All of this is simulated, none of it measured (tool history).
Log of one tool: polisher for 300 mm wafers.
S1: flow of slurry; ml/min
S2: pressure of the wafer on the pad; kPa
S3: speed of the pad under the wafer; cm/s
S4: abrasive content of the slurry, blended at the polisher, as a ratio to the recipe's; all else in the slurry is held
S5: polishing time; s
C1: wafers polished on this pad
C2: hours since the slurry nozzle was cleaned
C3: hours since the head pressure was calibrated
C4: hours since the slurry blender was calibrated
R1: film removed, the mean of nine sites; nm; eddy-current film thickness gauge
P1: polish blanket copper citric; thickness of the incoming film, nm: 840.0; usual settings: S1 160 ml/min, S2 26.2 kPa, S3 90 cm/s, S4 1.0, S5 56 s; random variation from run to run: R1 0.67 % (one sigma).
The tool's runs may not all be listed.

run,day,S1,S2,S3,S4,S5,C1,C2,C3,C4,R1
1,0.725,160,26.2,90,1.0,56,397,136.6,692.4,167.8,153.010
2,1.533,160,26.2,90,1.0,56,584,156.0,711.8,187.2,153.240
3,1.946,160,26.2,90,1.0,25,679,165.9,721.7,197.1,67.516
# day 2.383: slurry blender recalibrated
4,2.492,160,11.7,90,1.0,56,805,179.0,734.8,2.6,69.728
5,2.888,160,26.2,50,1.0,56,897,188.5,744.3,12.1,86.594
6,3.262,105,40.0,90,1.0,56,983,197.5,753.3,21.1,215.500
7,3.800,160,40.0,90,1.0,56,1107,210.4,766.2,34.0,232.890
8,4.517,160,26.2,90,0.8,56,1273,227.6,783.4,51.2,144.400
9,4.925,160,26.2,90,1.0,89,1367,237.4,793.2,61.0,244.560
10,5.383,160,35.9,90,0.8,56,1473,248.4,804.2,72.0,197.420
11,6.117,160,26.2,90,1.5,56,1642,266.0,821.8,89.6,167.130
12,6.621,160,26.2,118,1.0,56,1759,278.1,833.9,101.7,197.910
13,7.058,100,26.2,90,1.0,56,1860,288.6,844.4,112.2,138.730
14,7.529,160,26.2,90,1.0,56,1968,299.9,855.7,123.5,153.420
15,7.929,160,26.2,90,1.0,56,2061,309.5,865.3,133.1,151.190
16,8.471,160,26.2,90,1.0,56,2186,322.5,878.3,146.1,152.790
17,9.175,160,26.2,90,1.0,56,2348,339.4,895.2,163.0,152.880
18,9.696,160,13.1,126,1.0,56,2469,351.9,907.7,175.5,107.340
19,10.138,235,26.2,90,1.0,56,2571,362.5,918.3,186.1,160.450
20,10.542,160,26.2,90,1.0,56,2664,372.2,928.0,195.8,152.810
21,11.196,160,26.2,90,1.0,56,2815,387.9,943.7,211.5,149.670
22,11.971,160,26.2,90,1.0,56,2994,406.5,962.3,230.1,146.180
23,12.425,160,26.2,90,1.0,56,3099,417.4,973.2,241.0,144.640
# day 13.208: head pressure recalibrated
24,13.221,160,26.2,90,1.0,56,3283,436.5,0.3,260.1,143.110
25,13.746,160,26.2,90,1.0,56,3404,449.1,12.9,272.7,141.770
# day 13.892: slurry blender recalibrated
26,14.321,160,26.2,90,1.0,56,3537,462.9,26.7,10.4,141.470
27,14.988,160,26.2,90,1.0,56,3691,478.9,42.7,26.4,141.440
28,15.746,160,26.2,90,1.0,56,3866,497.1,60.9,44.6,141.150
29,16.217,160,26.2,90,1.0,56,3974,508.4,72.2,55.9,140.930
30,16.908,160,26.2,90,1.0,56,4134,525.0,88.8,72.5,141.150
31,17.592,160,26.2,90,1.0,56,4292,541.4,105.2,88.9,140.670

What P1 gives has crept away from where it was. These 2 causes fit the log equally well, each at the size given:
A: removal rate lost through wear of the pad, % = 8.6
B: slurry flow missing at the pad, % = 36.1
The creep began at about day 10.542.
Why every other cause is out:
head's pressure below its setpoint, %: serviced at day 13.208, which brought nothing back
abrasive missing from the slurry, %: serviced at day 13.892, which brought nothing back

4 check runs are offered, each on 5 wafers whose results are averaged, their results left as question marks. Which one tells the causes apart?
check 1,18.275,160,26.2,90,1.45,25,,,,,?
check 2,18.275,160,26.2,90,1.45,88,,,,,?
check 3,18.275,235,26.2,90,1.00,79,,,,,?
check 4,18.275,160,26.2,90,1.45,83,,,,,?

What each check would give under each cause:
check,result,if A,if B
check 1,R1,67.472,67.468
check 2,R1,237.500,237.490
check 3,R1,207.150,212.770
check 4,R1,224.010,223.990
How far apart the two closest causes lie, in the result that separates them most: check 1 0.01 %; check 2 0.01 %; check 3 2.68 %; check 4 0.01 %
Check 3 tells the causes apart: in the others they would give nearly the same result.

Then check 3 was run and gave: R1 213.380 nm. Which cause is it?

It is B: slurry flow missing at the pad, %.

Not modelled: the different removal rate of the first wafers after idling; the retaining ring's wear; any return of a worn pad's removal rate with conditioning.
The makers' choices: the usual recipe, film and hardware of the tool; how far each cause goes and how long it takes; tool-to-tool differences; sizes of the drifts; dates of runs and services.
